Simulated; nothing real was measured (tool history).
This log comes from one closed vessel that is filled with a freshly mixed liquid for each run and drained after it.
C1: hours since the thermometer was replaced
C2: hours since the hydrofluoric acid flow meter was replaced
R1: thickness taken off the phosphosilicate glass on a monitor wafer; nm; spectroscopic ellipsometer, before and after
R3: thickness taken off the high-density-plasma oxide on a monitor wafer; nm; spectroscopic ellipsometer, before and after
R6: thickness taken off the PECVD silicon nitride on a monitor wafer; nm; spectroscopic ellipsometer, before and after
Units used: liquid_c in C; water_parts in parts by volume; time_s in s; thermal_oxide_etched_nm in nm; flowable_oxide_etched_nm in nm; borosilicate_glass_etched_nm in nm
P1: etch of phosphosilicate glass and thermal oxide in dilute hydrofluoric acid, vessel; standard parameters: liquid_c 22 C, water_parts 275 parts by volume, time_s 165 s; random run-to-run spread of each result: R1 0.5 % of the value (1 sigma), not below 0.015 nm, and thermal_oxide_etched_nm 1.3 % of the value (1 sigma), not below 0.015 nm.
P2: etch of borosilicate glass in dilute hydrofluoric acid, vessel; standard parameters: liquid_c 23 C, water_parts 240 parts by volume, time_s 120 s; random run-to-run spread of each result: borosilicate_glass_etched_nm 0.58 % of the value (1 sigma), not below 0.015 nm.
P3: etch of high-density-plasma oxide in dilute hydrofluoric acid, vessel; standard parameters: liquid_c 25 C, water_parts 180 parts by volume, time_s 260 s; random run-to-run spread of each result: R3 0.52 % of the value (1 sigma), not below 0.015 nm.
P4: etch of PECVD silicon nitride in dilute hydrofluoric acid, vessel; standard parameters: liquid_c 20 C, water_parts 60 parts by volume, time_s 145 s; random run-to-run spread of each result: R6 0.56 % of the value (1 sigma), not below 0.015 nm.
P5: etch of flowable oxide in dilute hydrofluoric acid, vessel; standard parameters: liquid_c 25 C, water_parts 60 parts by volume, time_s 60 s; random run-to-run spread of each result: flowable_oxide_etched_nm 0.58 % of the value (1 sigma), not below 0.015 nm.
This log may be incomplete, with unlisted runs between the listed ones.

run 1 hour=11 | process=P1 liquid_c=22 water_parts=275 time_s=165 | C1=989.7 C2=217.3 | R1=57.495 thermal_oxide_etched_nm=2.1729
run 2 hour=25.3 | process=P1 liquid_c=22 water_parts=275 time_s=30 | C1=1004 C2=231.6 | R1=10.456 thermal_oxide_etched_nm=0.38641
run 3 hour=41.7 | process=P3 liquid_c=29.5 water_parts=180 time_s=260 | C1=1020.4 C2=248 | R3=11.664
run 4 hour=51.8 | process=P1 liquid_c=25.5 water_parts=275 time_s=260 | C1=1030.5 C2=258.1 | R1=102.76 thermal_oxide_etched_nm=3.7691
run 5 hour=69.2 | process=P3 liquid_c=25 water_parts=180 time_s=440 | C1=1047.9 C2=275.5 | R3=16.525
run 6 hour=77.1 | process=P1 liquid_c=22 water_parts=275 time_s=165 | C1=1055.8 C2=283.4 | R1=57.256 thermal_oxide_etched_nm=2.1219
run 7 hour=92.9 | process=P5 liquid_c=25 water_parts=60 time_s=30 | C1=1071.6 C2=299.2 | flowable_oxide_etched_nm=11.204
run 8 hour=104.1 | process=P5 liquid_c=17 water_parts=60 time_s=60 | C1=1082.8 C2=310.4 | flowable_oxide_etched_nm=16.23
run 9 hour=112.4 | process=P2 liquid_c=23 water_parts=240 time_s=120 | C1=1091.1 C2=318.7 | borosilicate_glass_etched_nm=12.407
run 10 hour=121.3 | process=P2 liquid_c=26.5 water_parts=240 time_s=120 | C1=1100 C2=327.6 | borosilicate_glass_etched_nm=13.985
run 11 hour=137.1 | process=P5 liquid_c=25 water_parts=60 time_s=60 | C1=1115.8 C2=343.4 | flowable_oxide_etched_nm=22.424
run 12 hour=148.3 | process=P2 liquid_c=23 water_parts=130 time_s=120 | C1=1127 C2=354.6 | borosilicate_glass_etched_nm=25.632
run 13 hour=156.2 | process=P5 liquid_c=25 water_parts=100 time_s=60 | C1=1134.9 C2=362.5 | flowable_oxide_etched_nm=12.852
run 14 hour=170.6 | process=P1 liquid_c=22 water_parts=275 time_s=295 | C1=1149.3 C2=376.9 | R1=102.91 thermal_oxide_etched_nm=3.8123
run 15 hour=184.3 | process=P1 liquid_c=28 water_parts=485 time_s=165 | C1=1163 C2=390.6 | R1=32.564 thermal_oxide_etched_nm=1.2187
run 16 hour=199.6 | process=P1 liquid_c=22 water_parts=275 time_s=165 | C1=1178.3 C2=405.9 | R1=57.709 thermal_oxide_etched_nm=2.171
run 17 hour=216.7 | process=P5 liquid_c=25 water_parts=60 time_s=60 | C1=1195.4 C2=423 | flowable_oxide_etched_nm=22.508
run 18 hour=232.8 | process=P4 liquid_c=20 water_parts=90 time_s=145 | C1=1211.5 C2=439.1 | R6=3.6142
run 19 hour=248.4 | process=P2 liquid_c=23 water_parts=240 time_s=30 | C1=1227.1 C2=454.7 | borosilicate_glass_etched_nm=3.1226
run 20 hour=266.4 | process=P3 liquid_c=25 water_parts=180 time_s=260 | C1=1245.1 C2=472.7 | R3=9.8032
run 21 hour=282.9 | process=P3 liquid_c=25 water_parts=110 time_s=260 | C1=1261.6 C2=489.2 | R3=17.533
run 22 hour=296.2 | process=P1 liquid_c=22 water_parts=275 time_s=165 | C1=1274.9 C2=502.5 | R1=57.452 thermal_oxide_etched_nm=2.0679
run 23 hour=313.5 | process=P1 liquid_c=22 water_parts=510 time_s=165 | C1=1292.2 C2=519.8 | R1=25.428 thermal_oxide_etched_nm=0.96611
run 24 hour=322.1 | process=P1 liquid_c=22 water_parts=275 time_s=165 | C1=1300.8 C2=528.4 | R1=57.947 thermal_oxide_etched_nm=2.1649
run 25 hour=340 | process=P1 liquid_c=26.5 water_parts=275 time_s=165 | C1=1318.7 C2=546.3 | R1=67.786 thermal_oxide_etched_nm=2.544
run 26 hour=351.1 | process=P1 liquid_c=17 water_parts=275 time_s=165 | C1=1329.8 C2=557.4 | R1=47.554 thermal_oxide_etched_nm=1.8177
run 27 hour=362.5 | process=P1 liquid_c=22 water_parts=70 time_s=165 | C1=1341.2 C2=568.8 | R1=283.69 thermal_oxide_etched_nm=10.423
run 28 hour=376.2 | process=P4 liquid_c=20 water_parts=60 time_s=145 | C1=1354.9 C2=582.5 | R6=5.4085
run 29 hour=392 | process=P1 liquid_c=22 water_parts=95 time_s=240 | C1=1370.7 C2=598.3 | R1=294.91 thermal_oxide_etched_nm=10.681
run 30 hour=408.8 | process=P3 liquid_c=25 water_parts=180 time_s=260 | C1=1387.5 C2=615.1 | R3=9.7963
run 31 hour=419.2 | process=P4 liquid_c=20 water_parts=60 time_s=30 | C1=1397.9 C2=625.5 | R6=1.1007
run 32 hour=435.7 | process=P1 liquid_c=22 water_parts=275 time_s=165 | C1=1414.4 C2=642 | R1=57.78 thermal_oxide_etched_nm=2.147
run 33 hour=450.3 | process=P4 liquid_c=26.5 water_parts=60 time_s=145 | C1=1429 C2=656.6 | R6=8.4651
run 34 hour=462.2 | process=P1 liquid_c=22 water_parts=275 time_s=165 | C1=1440.9 C2=668.5 | R1=57.522 thermal_oxide_etched_nm=2.1523
run 35 hour=475.9 | process=P1 liquid_c=22 water_parts=275 time_s=165 | C1=1454.6 C2=682.2 | R1=58.754 thermal_oxide_etched_nm=2.1694
run 36 hour=490.7 | process=P1 liquid_c=22 water_parts=275 time_s=165 | C1=1469.4 C2=697 | R1=59.791 thermal_oxide_etched_nm=2.2489
run 37 hour=501.8 | process=P1 liquid_c=22 water_parts=275 time_s=165 | C1=1480.5 C2=708.1 | R1=60.217 thermal_oxide_etched_nm=2.2838
run 38 hour=514.6 | process=P1 liquid_c=22 water_parts=275 time_s=165 | C1=1493.3 C2=720.9 | R1=60.825 thermal_oxide_etched_nm=2.3083
run 39 hour=532.1 | process=P1 liquid_c=22 water_parts=275 time_s=165 | C1=1510.8 C2=738.4 | R1=61.442 thermal_oxide_etched_nm=2.2472
run 40 hour=548.5 | process=P1 liquid_c=22 water_parts=275 time_s=165 | C1=1527.2 C2=754.8 | R1=61.259 thermal_oxide_etched_nm=2.2913
run 41 hour=559.3 | process=P1 liquid_c=22 water_parts=275 time_s=165 | C1=1538 C2=765.6 | R1=61.932 thermal_oxide_etched_nm=2.2095
run 42 hour=571.2 | process=P1 liquid_c=22 water_parts=275 time_s=165 | C1=1549.9 C2=777.5 | R1=61.881 thermal_oxide_etched_nm=2.2424
run 43 hour=583.1 | process=P1 liquid_c=22 water_parts=275 time_s=165 | C1=1561.8 C2=789.4 | R1=62.178 thermal_oxide_etched_nm=2.2996
run 44 hour=596.1 | process=P1 liquid_c=22 water_parts=275 time_s=165 | C1=1574.8 C2=802.4 | R1=61.837 thermal_oxide_etched_nm=2.3025
run 45 hour=607.3 | process=P1 liquid_c=22 water_parts=275 time_s=165 | C1=1586 C2=813.6 | R1=61.48 thermal_oxide_etched_nm=2.3204

P1 has crept away from where it was. The log is fitted equally well by each of these 2 causes, at the sizes shown:
A: liquid hotter than its thermometer reads (K) = 1.95
B: hydrofluoric acid flow above the setpoint (%) = 5.67
The drift started at roughly hour 462.2.

Which of the 4 check runs listed below separates the causes, so that each cause would produce a clearly different result? Each run uses one wafer, and its results are marked with question marks.
run check 1 hour=618.5 | process=P5 liquid_c=25 water_parts=100 time_s=40 | flowable_oxide_etched_nm=?
run check 2 hour=618.5 | process=P4 liquid_c=20 water_parts=80 time_s=65 | R6=?
run check 3 hour=618.5 | process=P2 liquid_c=23 water_parts=135 time_s=60 | borosilicate_glass_etched_nm=?
run check 4 hour=618.5 | process=P3 liquid_c=28 water_parts=180 time_s=260 | R3=?

Outcome of each check run for each possible cause:
check=check_1 result=flowable_oxide_etched_nm if_A=9.2367 if_B=9.1092
check=check_2 result=R6 if_A=2.0985 if_B=1.9391
check=check_3 result=borosilicate_glass_etched_nm if_A=13.255 if_B=13.097
check=check_4 result=R3 if_A=11.738 if_B=11.711
Gap, in per cent, between the two causes that each check separates least, read from the result that separates them most: check 1 1.39 %; check 2 7.9 %; check 3 1.19 %; check 4 0.23 %
Check 2 distinguishes between the causes, while the remaining checks would return nearly the same result for all of them.

Running check 2 produced the following: R6 1.9322 nm. Which one of the listed causes fits?

It was cause B: hydrofluoric acid flow above the setpoint (%).
